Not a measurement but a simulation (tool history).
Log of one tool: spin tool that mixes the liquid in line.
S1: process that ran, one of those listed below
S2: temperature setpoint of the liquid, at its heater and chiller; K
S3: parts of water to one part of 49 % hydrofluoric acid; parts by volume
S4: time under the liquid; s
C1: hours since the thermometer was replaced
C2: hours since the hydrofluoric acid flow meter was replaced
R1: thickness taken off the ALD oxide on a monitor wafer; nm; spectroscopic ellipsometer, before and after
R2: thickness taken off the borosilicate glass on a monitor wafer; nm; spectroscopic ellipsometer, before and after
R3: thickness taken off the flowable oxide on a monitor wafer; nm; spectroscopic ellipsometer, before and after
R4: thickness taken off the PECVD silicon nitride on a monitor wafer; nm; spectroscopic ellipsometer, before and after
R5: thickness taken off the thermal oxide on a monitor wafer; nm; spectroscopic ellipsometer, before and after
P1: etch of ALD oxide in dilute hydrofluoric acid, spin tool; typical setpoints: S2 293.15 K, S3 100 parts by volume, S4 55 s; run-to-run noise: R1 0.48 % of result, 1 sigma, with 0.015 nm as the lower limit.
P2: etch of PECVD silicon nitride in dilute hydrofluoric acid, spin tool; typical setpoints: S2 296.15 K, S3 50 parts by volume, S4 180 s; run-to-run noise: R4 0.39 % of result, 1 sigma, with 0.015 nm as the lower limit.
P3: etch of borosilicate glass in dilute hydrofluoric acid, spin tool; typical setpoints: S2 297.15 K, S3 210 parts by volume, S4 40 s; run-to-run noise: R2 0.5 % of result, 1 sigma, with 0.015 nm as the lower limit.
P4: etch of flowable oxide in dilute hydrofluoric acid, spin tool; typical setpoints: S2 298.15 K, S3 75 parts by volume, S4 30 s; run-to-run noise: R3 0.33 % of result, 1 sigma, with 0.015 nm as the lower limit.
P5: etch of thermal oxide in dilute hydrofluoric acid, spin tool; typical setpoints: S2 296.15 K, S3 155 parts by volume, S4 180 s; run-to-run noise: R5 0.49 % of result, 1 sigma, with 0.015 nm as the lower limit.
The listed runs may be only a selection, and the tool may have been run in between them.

run 1 hour=13.2 | S1=P1 S2=293.15 S3=100 S4=55 | C1=367.5 C2=1136.6 | R1=15.3110
run 2 hour=22.8 | S1=P3 S2=297.15 S3=210 S4=15 | C1=377.1 C2=1146.2 | R2=2.5339
run 3 hour=38.0 | S1=P1 S2=293.15 S3=55 S4=55 | C1=392.3 C2=1161.4 | R1=29.4930
run 4 hour=51.7 | S1=P4 S2=298.15 S3=75 S4=30 | C1=406.0 C2=1175.1 | R3=14.4660
run 5 hour=65.6 | S1=P2 S2=296.15 S3=25 S4=180 | C1=419.9 C2=1189.0 | R4=27.7840
run 6 hour=75.7 | S1=P2 S2=296.15 S3=50 S4=50 | C1=430.0 C2=1199.1 | R4=3.9309
run 7 hour=89.7 | S1=P1 S2=293.15 S3=100 S4=90 | C1=444.0 C2=1213.1 | R1=25.1100
run 8 hour=103.6 | S1=P1 S2=293.15 S3=100 S4=55 | C1=457.9 C2=1227.0 | R1=15.2810
run 9 hour=112.3 | S1=P3 S2=302.65 S3=210 S4=40 | C1=466.6 C2=1235.7 | R2=7.9722
run 10 hour=120.2 | S1=P4 S2=298.15 S3=125 S4=30 | C1=474.5 C2=1243.6 | R3=8.1939
run 11 hour=132.3 | S1=P1 S2=297.65 S3=100 S4=55 | C1=486.6 C2=1255.7 | R1=18.0970
run 12 hour=139.8 | S1=P1 S2=293.15 S3=100 S4=30 | C1=494.1 C2=1263.2 | R1=8.4021
run 13 hour=153.0 | S1=P1 S2=299.65 S3=100 S4=15 | C1=507.3 C2=1276.4 | R1=5.4626
run 14 hour=166.6 | S1=P2 S2=290.15 S3=50 S4=180 | C1=520.9 C2=1290.0 | R4=9.3080
run 15 hour=181.1 | S1=P1 S2=290.15 S3=100 S4=55 | C1=535.4 C2=1304.5 | R1=13.4920
-- hour=183.6 hydrofluoric acid flow meter replaced
run 16 hour=188.3 | S1=P3 S2=297.15 S3=75 S4=40 | C1=542.6 C2=4.7 | R2=21.6720
run 17 hour=200.0 | S1=P1 S2=293.15 S3=100 S4=55 | C1=554.3 C2=16.4 | R1=15.3910
run 18 hour=215.4 | S1=P3 S2=297.15 S3=210 S4=40 | C1=569.7 C2=31.8 | R2=6.6431
run 19 hour=223.0 | S1=P2 S2=296.15 S3=50 S4=180 | C1=577.3 C2=39.4 | R4=14.2720
run 20 hour=237.5 | S1=P1 S2=293.15 S3=145 S4=55 | C1=591.8 C2=53.9 | R1=10.0360
run 21 hour=247.2 | S1=P1 S2=293.15 S3=100 S4=55 | C1=601.5 C2=63.6 | R1=15.1910
run 22 hour=258.7 | S1=P4 S2=301.65 S3=75 S4=30 | C1=613.0 C2=75.1 | R3=16.5410
run 23 hour=265.5 | S1=P5 S2=296.15 S3=250 S4=180 | C1=619.8 C2=81.9 | R5=2.9445
run 24 hour=276.5 | S1=P5 S2=296.15 S3=155 S4=80 | C1=630.8 C2=92.9 | R5=2.2937
run 25 hour=284.8 | S1=P5 S2=300.65 S3=155 S4=180 | C1=639.1 C2=101.2 | R5=6.1112
run 26 hour=296.9 | S1=P4 S2=298.15 S3=75 S4=50 | C1=651.2 C2=113.3 | R3=24.2200
run 27 hour=306.6 | S1=P3 S2=297.15 S3=210 S4=40 | C1=660.9 C2=123.0 | R2=6.6653
run 28 hour=322.0 | S1=P5 S2=296.15 S3=155 S4=180 | C1=676.3 C2=138.4 | R5=5.1381
run 29 hour=332.1 | S1=P4 S2=298.15 S3=75 S4=30 | C1=686.4 C2=148.5 | R3=14.4170
run 30 hour=342.4 | S1=P1 S2=293.15 S3=100 S4=55 | C1=696.7 C2=158.8 | R1=15.3860
run 31 hour=351.9 | S1=P1 S2=293.15 S3=100 S4=55 | C1=706.2 C2=168.3 | R1=15.8190
run 32 hour=359.4 | S1=P1 S2=293.15 S3=100 S4=55 | C1=713.7 C2=175.8 | R1=15.9830
run 33 hour=372.6 | S1=P1 S2=293.15 S3=100 S4=55 | C1=726.9 C2=189.0 | R1=16.2080
run 34 hour=385.3 | S1=P1 S2=293.15 S3=100 S4=55 | C1=739.6 C2=201.7 | R1=16.4150
run 35 hour=398.8 | S1=P1 S2=293.15 S3=100 S4=55 | C1=753.1 C2=215.2 | R1=16.3280
run 36 hour=410.0 | S1=P1 S2=293.15 S3=100 S4=55 | C1=764.3 C2=226.4 | R1=16.2680
run 37 hour=422.0 | S1=P1 S2=293.15 S3=100 S4=55 | C1=776.3 C2=238.4 | R1=16.4220

The output of P1 has drifted from where it used to be. Each of the 2 causes below, taken at the size shown beside it, accounts for the log equally well:
A: hydrofluoric acid flow above the setpoint (%) = 6.76
B: liquid hotter than its thermometer reads (K) = 1.79
Onset of the creep was near hour 342.4.

Question marks stand in for the results of the 4 check runs listed below, each run on one wafer. Under which run would the listed causes show clearly different results?
run check 1 hour=434.0 | S1=P5 S2=300.15 S3=155 S4=180 | R5=?
run check 2 hour=434.0 | S1=P3 S2=302.65 S3=125 S4=40 | R2=?
run check 3 hour=434.0 | S1=P2 S2=290.15 S3=50 S4=180 | R4=?
run check 4 hour=434.0 | S1=P4 S2=298.15 S3=105 S4=30 | R3=?

Expected result of each check under each candidate cause:
check=check_1 result=R5 if_A=6.4652 if_B=6.3888
check=check_2 result=R2 if_A=16.3220 if_B=16.1490
check=check_3 result=R4 if_A=9.9675 if_B=10.6150
check=check_4 result=R3 if_A=10.7150 if_B=10.6690
Per-check spread between the two closest causes, in the result where they differ most: check 1 1.19 %; check 2 1.06 %; check 3 6.29 %; check 4 0.43 %
Check 3 is the one run that separates the causes; every other check would come out nearly the same whichever cause is at work.

The results of check 3 are: R4 9.9086 nm. Based on these, which of the listed causes is it?

It was cause A: hydrofluoric acid flow above the setpoint (%).

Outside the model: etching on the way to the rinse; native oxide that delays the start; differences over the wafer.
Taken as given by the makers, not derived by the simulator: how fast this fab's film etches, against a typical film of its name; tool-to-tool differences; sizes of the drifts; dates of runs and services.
